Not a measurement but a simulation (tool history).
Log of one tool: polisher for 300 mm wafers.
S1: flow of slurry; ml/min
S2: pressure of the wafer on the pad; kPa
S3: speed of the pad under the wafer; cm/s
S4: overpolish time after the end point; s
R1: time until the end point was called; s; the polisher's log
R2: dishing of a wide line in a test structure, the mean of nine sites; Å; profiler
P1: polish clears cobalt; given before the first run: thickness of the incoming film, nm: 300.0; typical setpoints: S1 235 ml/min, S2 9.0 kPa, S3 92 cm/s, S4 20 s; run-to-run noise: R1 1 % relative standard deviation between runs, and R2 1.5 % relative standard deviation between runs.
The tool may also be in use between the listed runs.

run,hour,S1,S2,S3,S4,R1,R2
1,11.4,235,9.0,92,20,102.280,356.59
2,20.8,235,9.0,92,20,103.720,359.77
# hour 21.9: head pressure recalibrated
3,34.0,235,4.8,92,20,190.960,239.62
4,40.9,235,9.0,92,20,103.250,341.98
5,49.8,325,9.0,92,20,99.316,351.50
6,56.8,235,9.0,142,20,66.523,434.96
7,66.8,235,9.0,92,20,103.230,349.50
8,77.9,155,9.0,92,6,107.600,143.68
9,90.4,235,9.0,92,20,103.910,362.25
10,99.4,140,9.0,92,20,113.350,333.55
11,109.6,235,9.0,92,31,103.750,448.97
12,121.1,235,14.5,92,20,63.537,445.84
13,133.3,235,9.0,56,20,167.670,263.62
14,144.8,235,4.8,124,20,142.460,286.52
15,153.3,235,9.0,92,8,100.510,190.95
16,161.8,235,9.0,92,20,102.920,357.84
17,174.9,235,9.0,92,20,105.390,355.14
18,182.6,235,9.0,92,20,105.600,350.94
19,193.2,235,9.0,92,20,108.880,348.55
20,201.9,235,9.0,92,20,109.400,342.91
21,213.9,235,9.0,92,20,109.980,357.55
# hour 218.1: head pressure recalibrated
22,224.8,235,9.0,92,20,110.720,336.92

What does the tool deliver on the next run?
23,231.3,235,9.0,92,20,?,?

{"run 23": {"R1": 109.35, "R2": 345.07}}
